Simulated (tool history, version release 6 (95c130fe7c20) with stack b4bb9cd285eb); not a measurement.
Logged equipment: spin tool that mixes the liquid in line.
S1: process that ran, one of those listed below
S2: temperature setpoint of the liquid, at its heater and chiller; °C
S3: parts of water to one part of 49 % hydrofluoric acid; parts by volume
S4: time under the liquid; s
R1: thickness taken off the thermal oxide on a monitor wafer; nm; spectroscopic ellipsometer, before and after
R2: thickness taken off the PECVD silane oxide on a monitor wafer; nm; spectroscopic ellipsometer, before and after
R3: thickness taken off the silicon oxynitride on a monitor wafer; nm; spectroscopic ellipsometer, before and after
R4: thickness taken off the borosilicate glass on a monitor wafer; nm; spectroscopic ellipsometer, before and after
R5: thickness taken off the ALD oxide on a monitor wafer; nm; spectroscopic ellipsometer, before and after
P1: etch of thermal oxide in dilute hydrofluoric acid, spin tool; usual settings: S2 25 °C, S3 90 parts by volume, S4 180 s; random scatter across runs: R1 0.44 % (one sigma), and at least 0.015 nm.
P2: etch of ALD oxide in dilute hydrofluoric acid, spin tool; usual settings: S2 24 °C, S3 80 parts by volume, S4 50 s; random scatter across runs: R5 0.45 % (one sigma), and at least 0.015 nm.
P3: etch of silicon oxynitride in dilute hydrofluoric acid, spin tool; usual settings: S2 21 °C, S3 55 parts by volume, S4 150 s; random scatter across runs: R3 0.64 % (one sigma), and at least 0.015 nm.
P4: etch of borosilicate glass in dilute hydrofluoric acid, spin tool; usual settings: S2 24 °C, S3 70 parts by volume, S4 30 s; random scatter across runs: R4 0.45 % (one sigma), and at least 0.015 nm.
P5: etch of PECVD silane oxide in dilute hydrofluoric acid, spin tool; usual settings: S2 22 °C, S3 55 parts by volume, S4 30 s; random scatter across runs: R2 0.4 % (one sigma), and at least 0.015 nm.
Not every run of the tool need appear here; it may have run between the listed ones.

{"run": 1, "hour": 4.2, "S1": "P1", "S2": 25, "S3": 90, "S4": 180, "R1": 10.141}
{"run": 2, "hour": 7.9, "S1": "P1", "S2": 25, "S3": 90, "S4": 180, "R1": 10.231}
{"run": 3, "hour": 10.7, "S1": "P5", "S2": 22, "S3": 80, "S4": 30, "R2": 13.294}
{"run": 4, "hour": 13.4, "S1": "P5", "S2": 22, "S3": 55, "S4": 30, "R2": 19.853}
{"run": 5, "hour": 17.9, "S1": "P3", "S2": 17, "S3": 55, "S4": 150, "R3": 3.6546}
{"run": 6, "hour": 22.2, "S1": "P1", "S2": 25, "S3": 90, "S4": 180, "R1": 10.172}
{"run": 7, "hour": 24.9, "S1": "P1", "S2": 21, "S3": 90, "S4": 65, "R1": 3.1056}
{"run": 8, "hour": 26.9, "S1": "P1", "S2": 25, "S3": 40, "S4": 180, "R1": 24.316}
{"run": 9, "hour": 28.8, "S1": "P3", "S2": 21, "S3": 95, "S4": 150, "R3": 2.5453}
{"run": 10, "hour": 31.8, "S1": "P1", "S2": 25, "S3": 90, "S4": 180, "R1": 10.089}
{"run": 11, "hour": 34.7, "S1": "P1", "S2": 25, "S3": 90, "S4": 85, "R1": 4.7429}
{"run": 12, "hour": 38.7, "S1": "P1", "S2": 25, "S3": 90, "S4": 180, "R1": 10.18}
{"run": 13, "hour": 40.7, "S1": "P4", "S2": 24, "S3": 70, "S4": 30, "R4": 11.048}
{"run": 14, "hour": 45.2, "S1": "P2", "S2": 24, "S3": 50, "S4": 50, "R5": 22.039}
{"run": 15, "hour": 47.9, "S1": "P3", "S2": 21, "S3": 55, "S4": 150, "R3": 4.3913}
{"run": 16, "hour": 51.0, "S1": "P2", "S2": 24, "S3": 80, "S4": 50, "R5": 13.156}
{"run": 17, "hour": 53.7, "S1": "P4", "S2": 24, "S3": 70, "S4": 60, "R4": 22.13}
{"run": 18, "hour": 55.8, "S1": "P1", "S2": 32, "S3": 90, "S4": 180, "R1": 13.208}
{"hour": 58.7, "done": "hydrofluoric acid flow meter replaced"}
{"run": 19, "hour": 60.2, "S1": "P3", "S2": 21, "S3": 55, "S4": 150, "R3": 4.4651}
{"run": 20, "hour": 64.4, "S1": "P1", "S2": 25, "S3": 150, "S4": 180, "R1": 5.7169}
{"run": 21, "hour": 68.5, "S1": "P2", "S2": 24, "S3": 80, "S4": 50, "R5": 13.258}
{"run": 22, "hour": 72.6, "S1": "P5", "S2": 28, "S3": 55, "S4": 30, "R2": 25.48}
{"run": 23, "hour": 74.6, "S1": "P4", "S2": 30.5, "S3": 70, "S4": 30, "R4": 14.316}
{"run": 24, "hour": 79.0, "S1": "P5", "S2": 22, "S3": 55, "S4": 15, "R2": 9.9574}
{"run": 25, "hour": 81.4, "S1": "P4", "S2": 24, "S3": 120, "S4": 30, "R4": 6.0292}

Expected results for the next run?
{"run": 26, "hour": 84.5, "S1": "P1", "S2": 25, "S3": 90, "S4": 290, "R1": "?"}

Run 26 gave R1 16.377 nm.

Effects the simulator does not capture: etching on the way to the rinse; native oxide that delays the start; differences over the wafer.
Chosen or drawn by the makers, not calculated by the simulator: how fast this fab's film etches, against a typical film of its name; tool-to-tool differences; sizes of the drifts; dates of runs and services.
